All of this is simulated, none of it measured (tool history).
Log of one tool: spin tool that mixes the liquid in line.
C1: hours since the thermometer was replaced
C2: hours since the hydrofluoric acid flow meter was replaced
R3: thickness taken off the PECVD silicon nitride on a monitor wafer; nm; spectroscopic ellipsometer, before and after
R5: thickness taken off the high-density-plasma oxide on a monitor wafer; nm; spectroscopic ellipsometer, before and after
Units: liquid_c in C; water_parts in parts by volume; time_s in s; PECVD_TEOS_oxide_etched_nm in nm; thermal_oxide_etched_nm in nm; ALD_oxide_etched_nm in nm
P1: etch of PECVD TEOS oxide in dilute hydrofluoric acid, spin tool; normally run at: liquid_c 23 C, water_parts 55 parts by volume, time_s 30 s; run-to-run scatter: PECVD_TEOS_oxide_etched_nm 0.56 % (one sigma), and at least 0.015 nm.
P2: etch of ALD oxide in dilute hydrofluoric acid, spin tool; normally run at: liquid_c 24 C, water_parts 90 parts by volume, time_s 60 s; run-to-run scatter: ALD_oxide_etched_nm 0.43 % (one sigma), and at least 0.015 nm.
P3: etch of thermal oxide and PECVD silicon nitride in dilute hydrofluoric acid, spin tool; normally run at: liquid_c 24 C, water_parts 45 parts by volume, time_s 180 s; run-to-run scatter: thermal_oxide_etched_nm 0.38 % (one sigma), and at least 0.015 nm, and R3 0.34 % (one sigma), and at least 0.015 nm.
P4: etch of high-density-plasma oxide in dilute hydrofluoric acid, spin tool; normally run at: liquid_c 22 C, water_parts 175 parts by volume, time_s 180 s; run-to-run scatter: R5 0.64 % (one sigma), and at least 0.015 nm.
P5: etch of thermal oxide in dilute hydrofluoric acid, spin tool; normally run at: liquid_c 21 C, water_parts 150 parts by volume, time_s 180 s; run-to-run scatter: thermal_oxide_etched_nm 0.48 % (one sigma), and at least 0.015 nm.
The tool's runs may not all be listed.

Run 1, hour 6.0: process P1, liquid_c 23 C, water_parts 55 parts by volume, time_s 30 s; C1 411.7; C2 433.4. Result: PECVD_TEOS_oxide_etched_nm 7.7133 nm.
Run 2, hour 9.4: process P3, liquid_c 24 C, water_parts 20 parts by volume, time_s 180 s; C1 415.1; C2 436.8. Result: thermal_oxide_etched_nm 47.8740 nm, R3 23.1990 nm.
Run 3, hour 13.9: process P2, liquid_c 19 C, water_parts 90 parts by volume, time_s 60 s; C1 419.6; C2 441.3. Result: ALD_oxide_etched_nm 11.205 nm.
Run 4, hour 19.3: process P3, liquid_c 24 C, water_parts 45 parts by volume, time_s 180 s; C1 425.0; C2 446.7. Result: thermal_oxide_etched_nm 20.7440 nm, R3 10.6380 nm.
Run 5, hour 22.8: process P4, liquid_c 22 C, water_parts 175 parts by volume, time_s 180 s; C1 428.5; C2 450.2. Result: R5 4.4073 nm.
Run 6, hour 27.9: process P1, liquid_c 17 C, water_parts 55 parts by volume, time_s 30 s; C1 433.6; C2 455.3. Result: PECVD_TEOS_oxide_etched_nm 5.9193 nm.
Run 7, hour 31.7: process P1, liquid_c 23 C, water_parts 95 parts by volume, time_s 55 s; C1 437.4; C2 459.1. Result: PECVD_TEOS_oxide_etched_nm 7.8033 nm.
Run 8, hour 36.6: process P1, liquid_c 23 C, water_parts 55 parts by volume, time_s 30 s; C1 442.3; C2 464.0. Result: PECVD_TEOS_oxide_etched_nm 7.6959 nm.
Run 9, hour 41.3: process P1, liquid_c 23 C, water_parts 25 parts by volume, time_s 30 s; C1 447.0; C2 468.7. Result: PECVD_TEOS_oxide_etched_nm 17.4530 nm.
Run 10, hour 46.6: process P1, liquid_c 23 C, water_parts 55 parts by volume, time_s 55 s; C1 452.3; C2 474.0. Result: PECVD_TEOS_oxide_etched_nm 14.1150 nm.
Run 11, hour 51.0: process P1, liquid_c 23 C, water_parts 55 parts by volume, time_s 30 s; C1 456.7; C2 478.4. Result: PECVD_TEOS_oxide_etched_nm 7.6292 nm.
Run 12, hour 56.2: process P2, liquid_c 24 C, water_parts 90 parts by volume, time_s 60 s; C1 461.9; C2 483.6. Result: ALD_oxide_etched_nm 13.583 nm.
Run 13, hour 60.5: process P1, liquid_c 23 C, water_parts 55 parts by volume, time_s 30 s; C1 466.2; C2 487.9. Result: PECVD_TEOS_oxide_etched_nm 7.7047 nm.
Run 14, hour 63.8: process P4, liquid_c 22 C, water_parts 50 parts by volume, time_s 180 s; C1 469.5; C2 491.2. Result: R5 17.9860 nm.
Run 15, hour 68.0: process P3, liquid_c 24 C, water_parts 45 parts by volume, time_s 295 s; C1 473.7; C2 495.4. Result: thermal_oxide_etched_nm 33.6630 nm, R3 17.4230 nm.
Run 16, hour 74.0: process P3, liquid_c 24 C, water_parts 45 parts by volume, time_s 180 s; C1 479.7; C2 501.4. Result: thermal_oxide_etched_nm 20.6980 nm, R3 10.5580 nm.
Run 17, hour 78.7: process P5, liquid_c 21 C, water_parts 35 parts by volume, time_s 180 s; C1 484.4; C2 506.1. Result: thermal_oxide_etched_nm 24.3090 nm.
Run 18, hour 83.0: process P1, liquid_c 23 C, water_parts 20 parts by volume, time_s 15 s; C1 488.7; C2 510.4. Result: PECVD_TEOS_oxide_etched_nm 10.9420 nm.
Run 19, hour 87.9: process P4, liquid_c 17 C, water_parts 175 parts by volume, time_s 180 s; C1 493.6; C2 515.3. Result: R5 3.6772 nm.
Run 20, hour 92.6: process P5, liquid_c 21 C, water_parts 150 parts by volume, time_s 180 s; C1 498.3; C2 520.0. Result: thermal_oxide_etched_nm 4.9324 nm.
Run 21, hour 98.1: process P2, liquid_c 24 C, water_parts 90 parts by volume, time_s 60 s; C1 503.8; C2 525.5. Result: ALD_oxide_etched_nm 13.562 nm.
Run 22, hour 101.1: process P4, liquid_c 22 C, water_parts 175 parts by volume, time_s 325 s; C1 506.8; C2 528.5. Result: R5 7.9412 nm.
Run 23, hour 106.5: process P2, liquid_c 24 C, water_parts 55 parts by volume, time_s 60 s; C1 512.2; C2 533.9. Result: ALD_oxide_etched_nm 23.218 nm.
Run 24, hour 110.1: process P5, liquid_c 21 C, water_parts 150 parts by volume, time_s 320 s; C1 515.8; C2 537.5. Result: thermal_oxide_etched_nm 8.7869 nm.
Run 25, hour 114.1: process P1, liquid_c 23 C, water_parts 55 parts by volume, time_s 30 s; C1 519.8; C2 541.5. Result: PECVD_TEOS_oxide_etched_nm 7.5940 nm.
Run 26, hour 116.9: process P1, liquid_c 23 C, water_parts 20 parts by volume, time_s 15 s; C1 522.6; C2 544.3. Result: PECVD_TEOS_oxide_etched_nm 11.0410 nm.
Run 27, hour 121.1: process P5, liquid_c 21 C, water_parts 150 parts by volume, time_s 180 s; C1 526.8; C2 548.5. Result: thermal_oxide_etched_nm 4.9747 nm.
Run 28, hour 124.9: process P1, liquid_c 23 C, water_parts 55 parts by volume, time_s 30 s; C1 530.6; C2 552.3. Result: PECVD_TEOS_oxide_etched_nm 7.6310 nm.
Run 29, hour 129.8: process P1, liquid_c 23 C, water_parts 55 parts by volume, time_s 15 s; C1 535.5; C2 557.2. Result: PECVD_TEOS_oxide_etched_nm 3.8643 nm.
Run 30, hour 133.7: process P2, liquid_c 24 C, water_parts 90 parts by volume, time_s 90 s; C1 539.4; C2 561.1. Result: ALD_oxide_etched_nm 20.436 nm.
Run 31, hour 138.3: process P3, liquid_c 17 C, water_parts 45 parts by volume, time_s 180 s; C1 544.0; C2 565.7. Result: thermal_oxide_etched_nm 15.2410 nm, R3 6.5382 nm.
Run 32, hour 141.2: process P5, liquid_c 17 C, water_parts 150 parts by volume, time_s 180 s; C1 546.9; C2 568.6. Result: thermal_oxide_etched_nm 4.2588 nm.
Run 33, hour 144.7: process P1, liquid_c 28 C, water_parts 55 parts by volume, time_s 30 s; C1 550.4; C2 572.1. Result: PECVD_TEOS_oxide_etched_nm 9.4899 nm.
Run 34, hour 149.0: process P1, liquid_c 23 C, water_parts 80 parts by volume, time_s 30 s; C1 554.7; C2 576.4. Result: PECVD_TEOS_oxide_etched_nm 5.1421 nm.
Run 35, hour 153.2: process P1, liquid_c 23 C, water_parts 55 parts by volume, time_s 30 s; C1 558.9; C2 580.6. Result: PECVD_TEOS_oxide_etched_nm 7.6538 nm.
Run 36, hour 157.4: process P1, liquid_c 23 C, water_parts 55 parts by volume, time_s 30 s; C1 563.1; C2 584.8. Result: PECVD_TEOS_oxide_etched_nm 7.4352 nm.
Run 37, hour 163.4: process P1, liquid_c 23 C, water_parts 55 parts by volume, time_s 30 s; C1 569.1; C2 590.8. Result: PECVD_TEOS_oxide_etched_nm 7.1941 nm.
Run 38, hour 169.2: process P1, liquid_c 23 C, water_parts 55 parts by volume, time_s 30 s; C1 574.9; C2 596.6. Result: PECVD_TEOS_oxide_etched_nm 7.1136 nm.
Run 39, hour 171.9: process P1, liquid_c 23 C, water_parts 55 parts by volume, time_s 30 s; C1 577.6; C2 599.3. Result: PECVD_TEOS_oxide_etched_nm 7.0247 nm.
Run 40, hour 176.7: process P1, liquid_c 23 C, water_parts 55 parts by volume, time_s 30 s; C1 582.4; C2 604.1. Result: PECVD_TEOS_oxide_etched_nm 7.1947 nm.
Run 41, hour 181.6: process P1, liquid_c 23 C, water_parts 55 parts by volume, time_s 30 s; C1 587.3; C2 609.0. Result: PECVD_TEOS_oxide_etched_nm 7.0937 nm.
Run 42, hour 185.2: process P1, liquid_c 23 C, water_parts 55 parts by volume, time_s 30 s; C1 590.9; C2 612.6. Result: PECVD_TEOS_oxide_etched_nm 7.0790 nm.

What P1 gives has crept away from where it was. These 2 causes fit the log equally well, each at the size given:
A: liquid colder than its thermometer reads (K) = 1.88
B: hydrofluoric acid flow below the setpoint (%) = 7.01
The creep began at about hour 153.2.

4 check runs are offered, one wafer each, their results left as question marks. Which one tells the causes apart?
Run check 1, hour 188.8: process P3, liquid_c 24 C, water_parts 45 parts by volume, time_s 180 s. Result: thermal_oxide_etched_nm ?, R3 ?.
Run check 2, hour 188.8: process P4, liquid_c 22 C, water_parts 175 parts by volume, time_s 180 s. Result: R5 ?.
Run check 3, hour 188.8: process P2, liquid_c 24 C, water_parts 90 parts by volume, time_s 60 s. Result: ALD_oxide_etched_nm ?.
Run check 4, hour 188.8: process P5, liquid_c 21 C, water_parts 150 parts by volume, time_s 180 s. Result: thermal_oxide_etched_nm ?.

What each check would give under each cause:
  check                   result     if A     if B
check 1  thermal_oxide_etched_nm  19.1320  19.1530
check 1                       R3   9.3555   9.9041
check 2                       R5   4.1152   4.0595
check 3      ALD_oxide_etched_nm   12.636   12.568
check 4  thermal_oxide_etched_nm   4.6209   4.5755
How far apart the two closest causes lie, in the result that separates them most: check 1 5.7 %; check 2 1.36 %; check 3 0.54 %; check 4 0.99 %
Only check 1 tells the causes apart: in the others they would give nearly the same result.

Then check 1 was run and gave: thermal_oxide_etched_nm 19.1290 nm; R3 9.3948 nm. Which cause is it?

It is A: liquid colder than its thermometer reads (K).
